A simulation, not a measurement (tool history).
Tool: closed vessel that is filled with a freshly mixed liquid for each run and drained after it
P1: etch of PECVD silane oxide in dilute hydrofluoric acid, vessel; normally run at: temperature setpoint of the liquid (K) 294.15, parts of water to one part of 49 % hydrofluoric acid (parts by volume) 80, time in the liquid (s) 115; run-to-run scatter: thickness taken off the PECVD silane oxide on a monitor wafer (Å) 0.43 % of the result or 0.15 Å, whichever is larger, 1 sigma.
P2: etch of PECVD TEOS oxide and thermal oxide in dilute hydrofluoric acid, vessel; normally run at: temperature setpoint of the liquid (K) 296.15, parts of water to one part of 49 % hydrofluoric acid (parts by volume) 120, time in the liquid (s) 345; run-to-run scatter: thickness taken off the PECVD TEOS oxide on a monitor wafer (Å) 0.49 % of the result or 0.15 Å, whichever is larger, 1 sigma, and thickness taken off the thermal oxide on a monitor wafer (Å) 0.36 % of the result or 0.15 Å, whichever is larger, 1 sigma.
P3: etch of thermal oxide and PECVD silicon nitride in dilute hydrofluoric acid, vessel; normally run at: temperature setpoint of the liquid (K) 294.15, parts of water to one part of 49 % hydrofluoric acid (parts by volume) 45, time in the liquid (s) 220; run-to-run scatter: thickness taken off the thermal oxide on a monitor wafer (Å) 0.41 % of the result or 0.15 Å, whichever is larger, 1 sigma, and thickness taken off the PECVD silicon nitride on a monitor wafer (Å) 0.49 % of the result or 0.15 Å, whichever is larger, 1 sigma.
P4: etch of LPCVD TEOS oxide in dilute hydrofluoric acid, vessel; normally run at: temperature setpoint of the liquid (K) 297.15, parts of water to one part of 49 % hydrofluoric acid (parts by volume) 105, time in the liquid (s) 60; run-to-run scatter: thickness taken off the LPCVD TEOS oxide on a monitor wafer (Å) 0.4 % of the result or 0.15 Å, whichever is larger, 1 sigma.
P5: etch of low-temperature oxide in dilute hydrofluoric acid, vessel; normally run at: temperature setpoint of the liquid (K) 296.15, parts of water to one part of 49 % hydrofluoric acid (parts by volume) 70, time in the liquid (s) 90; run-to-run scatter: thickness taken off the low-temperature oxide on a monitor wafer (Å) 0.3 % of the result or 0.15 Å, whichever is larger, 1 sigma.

| run | day | process that ran | temperature setpoint of the liquid (K) | parts of water to one part of 49 % hydrofluoric acid (parts by volume) | time in the liquid (s) | hours since the thermometer was replaced | hours since the hydrofluoric acid flow meter was replaced | thickness taken off the PECVD silane oxide on a monitor wafer (Å) | thickness taken off the low-temperature oxide on a monitor wafer (Å) | thickness taken off the LPCVD TEOS oxide on a monitor wafer (Å) | thickness taken off the thermal oxide on a monitor wafer (Å) | thickness taken off the PECVD silicon nitride on a monitor wafer (Å) | thickness taken off the PECVD TEOS oxide on a monitor wafer (Å) |
|---|---|---|---|---|---|---|---|---|---|---|---|---|---|
| 1 | 0.238 | P1 | 294.15 | 80 | 115 | 340.3 | 1523.5 | 224.06 |  |  |  |  |  |
| 2 | 0.388 | P5 | 296.15 | 70 | 40 | 343.9 | 1527.1 |  | 144.55 |  |  |  |  |
| 3 | 0.579 | P1 | 294.15 | 80 | 230 | 348.5 | 1531.7 | 450.48 |  |  |  |  |  |
| 4 | 0.754 | P1 | 294.15 | 145 | 115 | 352.7 | 1535.9 | 114.68 |  |  |  |  |  |
| 5 | 0.962 | P5 | 296.15 | 70 | 90 | 357.7 | 1540.9 |  | 327.17 |  |  |  |  |
| 6 | 1.179 | P1 | 294.15 | 80 | 115 | 362.9 | 1546.1 | 224.42 |  |  |  |  |  |
| 7 | 1.354 | P4 | 297.15 | 105 | 60 | 367.1 | 1550.3 |  |  | 150.33 |  |  |  |
| 8 | 1.558 | P1 | 294.15 | 80 | 115 | 372 | 1555.2 | 223.09 |  |  |  |  |  |
| 9 | 1.712 | P1 | 298.65 | 80 | 115 | 375.7 | 1558.9 | 267.24 |  |  |  |  |  |
| 10 | 1.829 | P5 | 302.15 | 70 | 90 | 378.5 | 1561.7 |  | 414.71 |  |  |  |  |
| 11 | 1.933 | P4 | 290.65 | 105 | 60 | 381 | 1564.2 |  |  | 116.38 |  |  |  |
| 12 | 2.117 | P4 | 297.15 | 105 | 30 | 385.4 | 1568.6 |  |  | 75.762 |  |  |  |
| 13 | 2.325 | P1 | 294.15 | 50 | 115 | 390.4 | 1573.6 | 373.01 |  |  |  |  |  |
| 14 | 2.467 | P3 | 294.15 | 20 | 220 | 393.8 | 1577 |  |  |  | 503.8 | 493.89 |  |
| 15 | 2.629 | P2 | 296.15 | 50 | 345 | 397.7 | 1580.9 |  |  |  | 309.65 |  | 1107.7 |
| 16 | 2.858 | P5 | 296.15 | 70 | 90 | 403.2 | 1586.4 |  | 326.03 |  |  |  |  |
| 17 | 3.083 | P2 | 296.15 | 120 | 345 | 408.6 | 1591.8 |  |  |  | 119.18 |  | 424.09 |
| 18 | 3.217 | P1 | 290.15 | 80 | 115 | 411.8 | 1595 | 189.44 |  |  |  |  |  |
| 19 | 3.408 | P3 | 290.15 | 45 | 220 | 416.4 | 1599.6 |  |  |  | 184.52 | 170.55 |  |
| 20 | 3.596 | P3 | 294.15 | 45 | 420 | 420.9 | 1604.1 |  |  |  | 414.2 | 431.38 |  |
| 21 | 3.829 | P5 | 296.15 | 105 | 90 | 426.5 | 1609.7 |  | 208.85 |  |  |  |  |
| 22 | 3.967 | P4 | 297.15 | 45 | 60 | 429.8 | 1613 |  |  | 381.35 |  |  |  |
| 23 | 4.146 | P1 | 294.15 | 80 | 115 | 434.1 | 1617.3 | 224.21 |  |  |  |  |  |
| 24 | 4.346 | P2 | 296.15 | 120 | 495 | 438.9 | 1622.1 |  |  |  | 170.87 |  | 605.83 |
| 25 | 4.538 | P2 | 304.15 | 120 | 345 | 443.5 | 1626.7 |  |  |  | 160.02 |  | 571.39 |
| 26 | 4.725 | P3 | 294.15 | 45 | 220 | 448 | 1631.2 |  |  |  | 215.7 | 226.37 |  |
| 27 | 4.933 | P1 | 294.15 | 80 | 115 | 453 | 1636.2 | 224.63 |  |  |  |  |  |
| 28 | 5.046 | P1 | 294.15 | 80 | 30 | 455.7 | 1638.9 | 58.598 |  |  |  |  |  |
| 29 | 5.162 | P1 | 294.15 | 20 | 215 | 458.5 | 1641.7 | 1797.6 |  |  |  |  |  |
| 30 | 5.304 | P1 | 294.15 | 80 | 115 | 461.9 | 1645.1 | 224.67 |  |  |  |  |  |
| 31 | 5.525 | P1 | 294.15 | 80 | 115 | 467.2 | 1650.4 | 228.46 |  |  |  |  |  |
| 32 | 5.733 | P1 | 294.15 | 80 | 115 | 472.2 | 1655.4 | 233.01 |  |  |  |  |  |
| 33 | 5.883 | P1 | 294.15 | 80 | 115 | 475.8 | 1659 | 233.93 |  |  |  |  |  |
| 34 | 6.075 | P1 | 294.15 | 80 | 115 | 480.4 | 1663.6 | 235.44 |  |  |  |  |  |
| 35 | 6.254 | P1 | 294.15 | 80 | 115 | 484.7 | 1667.9 | 234.48 |  |  |  |  |  |
| 36 | 6.375 | P1 | 294.15 | 80 | 115 | 487.6 | 1670.8 | 234.22 |  |  |  |  |  |
| 37 | 6.517 | P1 | 294.15 | 80 | 115 | 491 | 1674.2 | 235.37 |  |  |  |  |  |
| 38 | 6.725 | P1 | 294.15 | 80 | 115 | 496 | 1679.2 | 237.89 |  |  |  |  |  |
| 39 | 6.883 | P1 | 294.15 | 80 | 115 | 499.8 | 1683 | 235.66 |  |  |  |  |  |
| 40 | 7.017 | P1 | 294.15 | 80 | 115 | 503 | 1686.2 | 236.55 |  |  |  |  |  |
| 41 | 7.142 | P1 | 294.15 | 80 | 115 | 506 | 1689.2 | 238.3 |  |  |  |  |  |

What P1 gives has crept away from where it was. These 2 causes fit the log equally well, each at the size given:
A: liquid hotter than its thermometer reads (K) = 1.47
B: hydrofluoric acid flow above the setpoint (%) = 5.65
The creep began at about day 5.304.

4 check runs are offered, one wafer each, their results left as question marks. Which one tells the causes apart?
| check 1 | 7.267 | P3 | 294.15 | 45 | 220 |  |  |  |  |  | ? | ? |  |
| check 2 | 7.267 | P5 | 296.15 | 70 | 90 |  |  |  | ? |  |  |  |  |
| check 3 | 7.267 | P2 | 296.15 | 120 | 345 |  |  |  |  |  | ? |  | ? |
| check 4 | 7.267 | P4 | 297.15 | 105 | 60 |  |  |  |  | ? |  |  |  |

What each check would give under each cause:
| check | result | if A | if B |
|---|---|---|---|
| check 1 | thickness taken off the thermal oxide on a monitor wafer (Å) | 230.54 | 229.67 |
| check 1 | thickness taken off the PECVD silicon nitride on a monitor wafer (Å) | 249.86 | 238.25 |
| check 2 | thickness taken off the low-temperature oxide on a monitor wafer (Å) | 346.93 | 346.9 |
| check 3 | thickness taken off the thermal oxide on a monitor wafer (Å) | 125.82 | 126.45 |
| check 3 | thickness taken off the PECVD TEOS oxide on a monitor wafer (Å) | 449.58 | 451.81 |
| check 4 | thickness taken off the LPCVD TEOS oxide on a monitor wafer (Å) | 160 | 160.68 |
How far apart the two closest causes lie, in the result that separates them most: check 1 4.76 %; check 2 0.01 %; check 3 0.49 %; check 4 0.43 %
Only check 1 tells the causes apart: in the others they would give nearly the same result.

Check 1 was then run and gave: thickness taken off the thermal oxide on a monitor wafer (Å) 231.07; thickness taken off the PECVD silicon nitride on a monitor wafer (Å) 239.77. Which cause is it?

It is B: hydrofluoric acid flow above the setpoint (%).

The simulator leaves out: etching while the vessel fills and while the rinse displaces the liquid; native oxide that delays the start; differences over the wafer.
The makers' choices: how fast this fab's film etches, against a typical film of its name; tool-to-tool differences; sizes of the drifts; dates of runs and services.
